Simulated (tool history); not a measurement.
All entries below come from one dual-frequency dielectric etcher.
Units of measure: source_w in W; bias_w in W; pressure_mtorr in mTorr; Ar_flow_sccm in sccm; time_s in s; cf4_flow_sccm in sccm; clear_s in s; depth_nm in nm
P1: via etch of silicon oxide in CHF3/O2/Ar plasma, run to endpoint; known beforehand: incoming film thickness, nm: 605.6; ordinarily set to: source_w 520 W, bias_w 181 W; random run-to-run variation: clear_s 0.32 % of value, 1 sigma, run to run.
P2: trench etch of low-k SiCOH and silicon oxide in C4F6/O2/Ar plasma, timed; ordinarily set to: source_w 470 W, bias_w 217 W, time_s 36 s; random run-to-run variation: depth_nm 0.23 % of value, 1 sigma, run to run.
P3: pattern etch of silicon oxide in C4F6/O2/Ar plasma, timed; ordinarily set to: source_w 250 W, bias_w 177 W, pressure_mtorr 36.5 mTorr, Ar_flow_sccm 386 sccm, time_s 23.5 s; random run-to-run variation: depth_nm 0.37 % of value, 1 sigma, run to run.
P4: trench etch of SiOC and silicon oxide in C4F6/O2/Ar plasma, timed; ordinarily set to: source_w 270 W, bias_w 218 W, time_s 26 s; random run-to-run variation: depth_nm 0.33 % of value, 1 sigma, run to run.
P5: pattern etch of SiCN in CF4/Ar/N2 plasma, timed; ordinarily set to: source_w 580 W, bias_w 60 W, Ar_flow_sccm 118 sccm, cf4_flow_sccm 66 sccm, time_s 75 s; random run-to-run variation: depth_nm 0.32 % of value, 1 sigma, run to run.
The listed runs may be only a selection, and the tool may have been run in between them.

run   hour  process  source_w  bias_w  pressure_mtorr  Ar_flow_sccm  time_s  cf4_flow_sccm  hours since the last wet clean  hours since the last source power generator calibration  hours since the last bias power generator calibration  clear_s  depth_nm
  1   11.8       P1       520     181                                                                                150.6                                                   2802.5                                                 1766.6   331.26
  2   19.2       P3       250     218            36.5           386    23.5                                            158                                                   2809.9                                                   1774               62.1
  3   29.6       P2       470     217                                    36                                          168.4                                                   2820.3                                                 1784.4             134.38
  4   39.7       P3       250     177              50           386    23.5                                          178.5                                                   2830.4                                                 1794.5             56.192
  5   50.3       P4       350     218                                    26                                          189.1                                                     2841                                                 1805.1             52.126
  6   57.2       P5       580      60                           118      41             66                             196                                                   2847.9                                                   1812             39.708
  7   70.1       P1       350     181                                                                                208.9                                                   2860.8                                                 1824.9   383.48
  8     82       P1       520     181                                                                                220.8                                                   2872.7                                                 1836.8   331.12
  9   89.6       P5       440      60                           118      75             66                           228.4                                                   2880.3                                                 1844.4             57.367
 10    100       P1       520     181                                                                                238.8                                                   2890.7                                                 1854.8   329.01
 11  109.6       P2       560     217                                    36                                          248.4                                                   2900.3                                                 1864.4             143.89
 12  123.7       P3       250     177            36.5           290    23.5                                          262.5                                                   2914.4                                                 1878.5             59.801
 13  137.9       P1       410     230                                                                                276.7                                                   2928.6                                                 1892.7   332.72
 14  146.3       P3       350     177            36.5           386    23.5                                          285.1                                                     2937                                                 1901.1             66.141
 15  157.5       P5       580      72                           118      75             66                           296.3                                                   2948.2                                                 1912.3             77.701
 16    168       P4       270     155                                    26                                          306.8                                                   2958.7                                                 1922.8              42.12
     178.8  -- wet clean of the chamber
 17  180.2       P1       520     110                                                                                  1.5                                                   2970.9                                                   1935   387.51
 18  192.1       P5       580      60                           118      75             40                            13.4                                                   2982.8                                                 1946.9             66.499
 19    203       P3       250     177            36.5           386      13                                           24.3                                                   2993.7                                                 1957.8              32.23
 20  215.4       P3       250     177            36.5           386    23.5                                           36.7                                                   3006.1                                                 1970.2             58.266
 21  226.5       P5       580      60                           118      75             66                            47.8                                                   3017.2                                                 1981.3             72.869
 22  233.2       P1       520     181                                                                                 54.5                                                   3023.9                                                   1988   329.23
       236  -- bias power generator calibrated
 23  244.5       P2       470     217                                  53.5                                           65.8                                                   3035.2                                                    8.5             199.83
 24  257.1       P1       520     181                                                                                 78.4                                                   3047.8                                                   21.1   331.43
 25  268.2       P1       720     114                                                                                 89.5                                                   3058.9                                                   32.2   338.63
 26  280.6       P1       670     181                                                                                101.9                                                   3071.3                                                   44.6   297.71
 27  292.1       P4       270     218                                  38.5                                          113.4                                                   3082.8                                                   56.1             69.604
 28  301.3       P5       580      60                           118      75             66                           122.6                                                     3092                                                   65.3             72.365
 29  314.6       P5       580      60                           147      75             66                           135.9                                                   3105.3                                                   78.6             70.397
 30  327.1       P1       520     181                                                                                148.4                                                   3117.8                                                   91.1   331.04
 31  339.5       P1       520     251                                                                                160.8                                                   3130.2                                                  103.5   293.99
 32  351.9       P3       250     177            36.5           386    23.5                                          173.2                                                   3142.6                                                  115.9             57.951
 33  359.8       P4       270     218                                    26                                          181.1                                                   3150.5                                                  123.8             46.919
 34  370.4       P2       470     128                                    36                                          191.7                                                   3161.1                                                  134.4             114.25
 35  382.3       P1       520     181                                                                                203.6                                                     3173                                                  146.3   330.89
 36  390.1       P1       520     181                                                                                211.4                                                   3180.8                                                  154.1   328.75
 37  398.1       P1       520     181                                                                                219.4                                                   3188.8                                                  162.1   327.22
 38  405.2       P1       520     181                                                                                226.5                                                   3195.9                                                  169.2   325.92
 39  413.5       P1       520     181                                                                                234.8                                                   3204.2                                                  177.5   324.57
 40    425       P1       520     181                                                                                246.3                                                   3215.7                                                    189   324.17
     429.8  -- wet clean of the chamber
 41  436.7       P1       520     181                                                                                    7                                                   3227.4                                                  200.7   323.39
 42  444.5       P1       520     181                                                                                 14.8                                                   3235.2                                                  208.5   324.63
 43  452.8       P1       520     181                                                                                 23.1                                                   3243.5                                                  216.8   324.94
 44  465.1       P1       520     181                                                                                 35.4                                                   3255.8                                                  229.1   324.34

Something has made what P1 gives creep away from where it was; the 2 causes below, each at its own stated size, fit the log equally well:
A: source power that arrives over what is set, % = 4.34
B: bias power that arrives over what is set, % = 4.86
The creep began at about hour 382.3.
The rest of the possible causes, and what rules out each one:
chamber walls in a state that raises the etch rate, %: work on it at hour 429.8, done after the drift set in, did not restore what the process gave before

Below are 4 check runs, each averaged over 2 wafers, with their results shown as question marks. Which of them would give clearly different results depending on which cause is behind the drift?
check 1  477.4       P3       320     177            36.5           386    23.5                                                                                                                                                                                 ?
check 2  477.4       P2       470     144                                  43.5                                                                                                                                                                                 ?
check 3  477.4       P5       580      60                           146      75             66                                                                                                                                                                  ?
check 4  477.4       P4       310     218                                    26                                                                                                                                                                                 ?

Expected result of each check under each candidate cause:
  check    result    if A    if B
check 1  depth_nm  65.068  64.987
check 2  depth_nm   145.6  145.21
check 3  depth_nm  72.835  71.363
check 4  depth_nm  50.388  50.373
Per-check spread between the two closest causes, in the result where they differ most: check 1 0.12 %; check 2 0.27 %; check 3 2.04 %; check 4 0.03 %
The other checks would show nearly matching results whichever cause is true, so check 3 is the only one that separates the causes.

Then check 3 was run and gave: depth_nm 72.902 nm. Which cause is it?

A is the cause: source power that arrives over what is set, %.

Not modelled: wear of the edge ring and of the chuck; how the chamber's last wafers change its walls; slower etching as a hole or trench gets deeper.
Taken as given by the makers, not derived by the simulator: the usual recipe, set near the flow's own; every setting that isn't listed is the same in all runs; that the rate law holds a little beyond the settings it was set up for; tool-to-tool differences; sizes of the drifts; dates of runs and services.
